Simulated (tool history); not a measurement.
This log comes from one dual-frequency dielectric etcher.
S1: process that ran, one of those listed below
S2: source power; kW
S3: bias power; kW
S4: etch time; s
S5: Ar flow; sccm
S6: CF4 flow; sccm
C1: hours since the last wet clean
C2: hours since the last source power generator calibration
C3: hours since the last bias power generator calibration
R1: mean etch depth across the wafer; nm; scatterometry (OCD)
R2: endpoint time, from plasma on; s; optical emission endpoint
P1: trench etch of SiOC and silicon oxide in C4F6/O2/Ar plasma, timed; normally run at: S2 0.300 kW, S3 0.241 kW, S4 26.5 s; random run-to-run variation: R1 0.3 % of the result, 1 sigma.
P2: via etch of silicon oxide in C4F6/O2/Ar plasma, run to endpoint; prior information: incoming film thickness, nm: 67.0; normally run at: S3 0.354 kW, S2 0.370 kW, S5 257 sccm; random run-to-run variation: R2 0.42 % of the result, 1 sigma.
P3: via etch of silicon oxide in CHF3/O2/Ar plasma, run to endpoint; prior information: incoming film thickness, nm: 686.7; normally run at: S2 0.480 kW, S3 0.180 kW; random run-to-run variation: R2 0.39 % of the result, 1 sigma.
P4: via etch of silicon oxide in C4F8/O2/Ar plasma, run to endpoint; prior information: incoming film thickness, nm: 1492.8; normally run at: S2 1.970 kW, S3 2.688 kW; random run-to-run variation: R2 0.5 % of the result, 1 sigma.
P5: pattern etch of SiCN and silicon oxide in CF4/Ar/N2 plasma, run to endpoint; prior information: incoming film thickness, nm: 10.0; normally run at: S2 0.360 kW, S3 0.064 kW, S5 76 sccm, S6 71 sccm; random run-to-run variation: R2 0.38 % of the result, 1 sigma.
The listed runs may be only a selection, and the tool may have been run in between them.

run,hour,S1,S2,S3,S4,S5,S6,C1,C2,C3,R1,R2
1,12.3,P1,0.300,0.241,26.5,,,113.0,1237.7,649.6,52.151,
2,20.0,P1,0.300,0.241,26.5,,,120.7,1245.4,657.3,52.154,
3,32.2,P5,0.360,0.064,,76,71,132.9,1257.6,669.5,,13.885
4,45.6,P1,0.300,0.241,26.5,,,146.3,1271.0,682.9,52.019,
5,53.7,P2,0.440,0.354,,257,,154.4,1279.1,691.0,,15.966
6,62.8,P1,0.300,0.241,17.0,,,163.5,1288.2,700.1,33.200,
7,74.9,P1,0.300,0.149,20.0,,,175.6,1300.3,712.2,33.623,
8,89.5,P1,0.410,0.241,26.5,,,190.2,1314.9,726.8,58.356,
9,97.1,P3,0.620,0.180,,,,197.8,1322.5,734.4,,338.150
10,104.9,P5,0.360,0.064,,76,90,205.6,1330.3,742.2,,13.530
11,115.4,P2,0.370,0.354,,257,,216.1,1340.8,752.7,,16.949
12,128.6,P5,0.360,0.045,,76,71,229.3,1354.0,765.9,,15.377
13,142.2,P4,1.970,1.762,,,,242.9,1367.6,779.5,,318.160
14,154.6,P2,0.370,0.354,,188,,255.3,1380.0,791.9,,16.420
15,164.2,P5,0.360,0.064,,76,71,264.9,1389.6,801.5,,13.886
16,172.3,P3,0.480,0.226,,,,273.0,1397.7,809.6,,346.120
17,185.9,P5,0.440,0.064,,76,71,286.6,1411.3,823.2,,11.543
18,196.6,P4,1.970,2.688,,,,297.3,1422.0,833.9,,282.570
19,204.8,P1,0.300,0.175,26.5,,,305.5,1430.2,842.1,46.800,
20,217.8,P2,0.370,0.354,,257,,318.5,1443.2,855.1,,17.033
21,227.0,P1,0.300,0.241,26.5,,,327.7,1452.4,864.3,51.803,
# hour 236.3: bias power generator calibrated
22,241.8,P1,0.360,0.241,33.0,,,342.5,1467.2,5.5,69.193,
23,254.4,P5,0.360,0.064,,58,71,355.1,1479.8,18.1,,13.379
24,263.9,P4,1.970,2.688,,,,364.6,1489.3,27.6,,282.310
25,274.1,P2,0.370,0.478,,257,,374.8,1499.5,37.8,,15.219
26,289.2,P1,0.300,0.241,26.5,,,389.9,1514.6,52.9,51.952,
27,303.5,P3,0.480,0.180,,,,404.2,1528.9,67.2,,374.900
28,310.4,P1,0.230,0.241,26.5,,,411.1,1535.8,74.1,46.871,
29,323.1,P3,0.480,0.180,,,,423.8,1548.5,86.8,,371.500
30,335.0,P4,1.380,2.688,,,,435.7,1560.4,98.7,,324.420
31,349.8,P1,0.300,0.325,17.0,,,450.5,1575.2,113.5,37.101,

What will run 32 give?
32,357.1,P1,0.300,0.241,38.5,,,457.8,1582.5,120.8,?,

R1: 75.561 nm
